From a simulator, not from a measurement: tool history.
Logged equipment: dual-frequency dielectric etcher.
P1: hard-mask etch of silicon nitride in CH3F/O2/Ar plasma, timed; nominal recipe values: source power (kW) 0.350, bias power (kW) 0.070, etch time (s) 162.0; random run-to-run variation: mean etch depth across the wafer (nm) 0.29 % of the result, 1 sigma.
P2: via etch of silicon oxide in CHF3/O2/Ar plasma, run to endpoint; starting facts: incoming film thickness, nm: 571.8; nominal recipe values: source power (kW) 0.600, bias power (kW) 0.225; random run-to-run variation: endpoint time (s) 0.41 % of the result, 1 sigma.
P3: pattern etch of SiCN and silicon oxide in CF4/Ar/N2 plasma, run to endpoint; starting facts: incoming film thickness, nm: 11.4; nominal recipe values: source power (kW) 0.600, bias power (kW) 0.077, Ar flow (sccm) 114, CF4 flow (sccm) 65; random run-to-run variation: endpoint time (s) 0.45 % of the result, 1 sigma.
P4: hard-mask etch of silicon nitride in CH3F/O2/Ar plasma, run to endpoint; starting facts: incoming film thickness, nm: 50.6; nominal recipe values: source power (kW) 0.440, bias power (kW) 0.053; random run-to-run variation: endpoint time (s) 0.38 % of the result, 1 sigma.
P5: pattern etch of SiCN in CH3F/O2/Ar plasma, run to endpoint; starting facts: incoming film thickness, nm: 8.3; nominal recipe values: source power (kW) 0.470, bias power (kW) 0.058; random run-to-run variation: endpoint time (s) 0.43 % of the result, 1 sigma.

run,hour,process that ran,source power (kW),bias power (kW),etch time (s),Ar flow (sccm),CF4 flow (sccm),mean etch depth across the wafer (nm),endpoint time (s)
1,7.2,P1,0.350,0.070,162.0,,,110.150,
2,15.7,P2,0.600,0.225,,,,,272.9100
3,24.2,P1,0.350,0.070,162.0,,,109.560,
4,36.6,P1,0.420,0.070,162.0,,,117.840,
5,48.1,P2,0.600,0.225,,,,,272.5900
6,54.9,P1,0.350,0.070,197.5,,,134.250,
7,65.9,P3,0.600,0.077,,143,65,,10.9180
8,80.2,P5,0.290,0.058,,,,,27.3460
9,88.8,P1,0.350,0.098,162.0,,,124.150,
10,96.6,P2,0.360,0.225,,,,,329.8700
11,111.7,P3,0.600,0.077,,114,90,,10.0230
12,120.6,P4,0.440,0.053,,,,,79.2780
13,135.1,P5,0.470,0.081,,,,,20.2290
# hour 145.6: bias power generator calibrated
14,147.1,P2,0.600,0.312,,,,,244.0100
15,161.8,P4,0.440,0.071,,,,,71.7050
16,171.4,P3,0.830,0.077,,114,65,,7.9336
17,181.0,P3,0.600,0.077,,114,65,,10.5500
18,192.8,P3,0.600,0.077,,114,65,,10.5010
19,204.2,P3,0.600,0.049,,114,65,,12.1950
20,216.5,P4,0.620,0.053,,,,,69.3190
21,230.5,P1,0.280,0.070,162.0,,,101.270,
22,238.0,P5,0.470,0.058,,,,,22.6860
23,250.4,P1,0.350,0.055,162.0,,,101.860,
24,260.2,P1,0.350,0.070,162.0,,,110.220,
25,271.7,P1,0.350,0.070,89.0,,,60.465,
26,280.4,P5,0.470,0.058,,,,,22.7160
27,295.2,P1,0.350,0.070,162.0,,,110.000,
28,303.3,P1,0.440,0.070,107.5,,,79.720,
29,310.7,P1,0.350,0.070,162.0,,,110.080,
30,319.3,P1,0.350,0.070,162.0,,,109.770,
31,328.6,P1,0.350,0.070,162.0,,,109.470,
32,340.3,P1,0.350,0.070,162.0,,,108.620,
# hour 344.9: wet clean of the chamber
33,355.1,P1,0.350,0.070,162.0,,,109.310,
34,365.6,P1,0.350,0.070,162.0,,,108.640,
35,374.0,P1,0.350,0.070,162.0,,,108.470,

Compared with where it was, what P1 gives has crept away. Each cause listed below fits the log as well as the rest, at the size given for it:
A: source power that arrives under what is set, % = 3.79
B: bias power that arrives under what is set, % = 4.17
The drift started at roughly hour 310.7.
All other causes, with the reason each is excluded:
chamber walls in a state that lowers the etch rate, %: serviced at hour 344.9, after the change had begun; the process did not return to its earlier output

Of the 4 check runs below, each run on 3 wafers with the results averaged and each result still a question mark, which one would tell the listed causes apart?
check 1,382.4,P3,0.690,0.051,,114,65,,?
check 2,382.4,P2,0.380,0.304,,,,,?
check 3,382.4,P4,0.570,0.066,,,,,?
check 4,382.4,P5,0.470,0.079,,,,,?

Predicted outcomes, by check and by cause:
check,result,if A,if B
check 1,endpoint time (s),11.0000,10.7680
check 2,endpoint time (s),293.5000,294.0300
check 3,endpoint time (s),67.4550,67.3840
check 4,endpoint time (s),20.7120,20.7240
Minimum pairwise separation of causes per check, each pair taken at its best-separating result: check 1 2.13 %; check 2 0.18 %; check 3 0.11 %; check 4 0.06 %
Check 1 is the one run that separates the causes; every other check would come out nearly the same whichever cause is at work.

Here is what check 1 returned: endpoint time (s) 11.0460. Which cause is it?

It is A: source power that arrives under what is set, %.
